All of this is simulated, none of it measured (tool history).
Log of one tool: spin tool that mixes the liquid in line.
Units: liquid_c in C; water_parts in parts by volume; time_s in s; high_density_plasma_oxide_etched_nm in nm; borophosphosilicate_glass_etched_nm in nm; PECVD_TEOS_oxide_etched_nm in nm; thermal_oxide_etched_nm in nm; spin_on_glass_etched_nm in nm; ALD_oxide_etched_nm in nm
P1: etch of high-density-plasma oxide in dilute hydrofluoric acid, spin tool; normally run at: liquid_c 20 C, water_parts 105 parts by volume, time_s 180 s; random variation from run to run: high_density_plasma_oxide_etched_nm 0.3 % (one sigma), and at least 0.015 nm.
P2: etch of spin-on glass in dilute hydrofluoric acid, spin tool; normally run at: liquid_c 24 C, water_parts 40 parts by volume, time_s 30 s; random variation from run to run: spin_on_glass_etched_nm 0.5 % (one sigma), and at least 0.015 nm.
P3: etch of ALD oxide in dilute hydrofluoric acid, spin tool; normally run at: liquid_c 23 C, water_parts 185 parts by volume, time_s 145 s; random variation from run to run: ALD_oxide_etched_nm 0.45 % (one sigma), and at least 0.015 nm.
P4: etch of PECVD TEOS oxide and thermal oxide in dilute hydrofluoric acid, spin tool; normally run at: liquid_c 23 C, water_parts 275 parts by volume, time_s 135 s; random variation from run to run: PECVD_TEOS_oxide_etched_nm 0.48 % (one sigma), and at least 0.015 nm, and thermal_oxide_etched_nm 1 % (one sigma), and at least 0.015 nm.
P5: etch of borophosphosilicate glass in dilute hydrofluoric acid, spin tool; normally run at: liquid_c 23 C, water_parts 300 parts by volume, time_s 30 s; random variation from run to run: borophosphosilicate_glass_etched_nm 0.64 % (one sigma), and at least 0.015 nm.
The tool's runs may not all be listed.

run   hour  process  liquid_c  water_parts  time_s  high_density_plasma_oxide_etched_nm  borophosphosilicate_glass_etched_nm  PECVD_TEOS_oxide_etched_nm  thermal_oxide_etched_nm  spin_on_glass_etched_nm  ALD_oxide_etched_nm
  1   14.1       P1        20          105     180                               14.512
  2   20.6       P1        20           50     180                               32.635
  3   29.9       P1        17          105     180                                12.86
  4   41.8       P5        23          300      30                                                                    4.7099
  5   48.8       P4        23          105     135                                                                                                 14.23                   6.3458
  6   56.1       P2        30           40      30                                                                                                                                                  37.645
  7   68.4       P1        20          105     180                               14.485
  8   79.7       P5        23          300      30                                                                     4.666
  9   93.6       P1        20          105     180                               14.586
 10  106.7       P1        20          105     180                               14.508
 11  120.3       P4        23          275     135                                                                                                4.5195                   2.0625
 12  134.5       P4        28          275     135                                                                                                5.2938                   2.3874
 13  143.4       P1        20          105     270                               21.844
 14  156.9       P5        30          300      30                                                                    5.9158
 15  163.7       P3        23          185     145                                                                                                                                                                       11.212
 16  174.8       P3        29          185     145                                                                                                                                                                        13.91
 17    185       P4        23          275      25                                                                                                0.8058                  0.36955
 18  198.8       P1      27.5          105     180                               19.568
 19  210.7       P1        20          105      15                               1.1956
 20  224.9       P1        20          105     180                               14.492
 21  237.1       P2        24           40      45                                                                                                                                                  44.147
 22  250.4       P3        23          185     145                                                                                                                                                                        11.13
 23  262.5       P5        23          300      55                                                                    8.4983
 24  271.6       P1        17          170     180                               7.4218
 25  284.3       P3        23          185      15                                                                                                                                                                       1.1754
 26  291.2       P1        20          105     180                               14.558
 27  300.3       P1        20          155     180                               9.3033
 28  308.6       P5        23          520      30                                                                    2.2313
 29  318.7       P2        24           60      30                                                                                                                                                  19.035
 30  328.3       P4        23          275     135                                                                                                4.5486                   1.9963
 31  342.1       P3        23           45     145                                                                                                                                                                       54.498
 32  348.8       P2        24           40      30                                                                                                                                                  29.499
 33  362.3       P2        24           40      30                                                                                                                                                    29.3
 34    371       P1        20          105     180                               14.581
 35  379.5       P1        20          105     180                               14.826
 36  393.5       P1        20          105     180                               15.288
 37  404.7       P1        20          105     180                               15.486
 38  416.9       P1        20          105     180                               15.592
 39  429.8       P1        20          105     180                               15.643
 40  440.8       P1        20          105     180                               15.725
 41  447.6       P1        20          105     180                               15.777
 42  461.1       P1        20          105     180                                15.74
 43  468.9       P1        20          105     180                               15.819
 44  481.4       P1        20          105     180                               15.774

What P1 gives has crept away from where it was. These 2 causes fit the log equally well, each at the size given:
A: hydrofluoric acid flow above the setpoint (%) = 7.94
B: liquid hotter than its thermometer reads (K) = 2.1
The creep began at about hour 371.

4 check runs are offered, each on 2 wafers whose results are averaged, their results left as question marks. Which one tells the causes apart?
check 1  493.9       P3        23           60      70                                                                                                                                                                            ?
check 2  493.9       P2      29.5           60      30                                                                                                                                                       ?
check 3  493.9       P4        26          110     135                                                                                                     ?                        ?
check 4  493.9       P5      28.5          480      30                                                                         ?

What each check would give under each cause:
  check                               result    if A    if B
check 1                  ALD_oxide_etched_nm  20.975  21.053
check 2              spin_on_glass_etched_nm  25.895  25.851
check 3           PECVD_TEOS_oxide_etched_nm  16.512  16.406
check 3              thermal_oxide_etched_nm  7.3357  7.2885
check 4  borophosphosilicate_glass_etched_nm  3.2954  3.1412
How far apart the two closest causes lie, in the result that separates them most: check 1 0.37 %; check 2 0.17 %; check 3 0.64 %; check 4 4.79 %
Only check 4 tells the causes apart: in the others they would give nearly the same result.

Then check 4 was run and gave: borophosphosilicate_glass_etched_nm 3.1298 nm. Which cause is it?

It is B: liquid hotter than its thermometer reads (K).
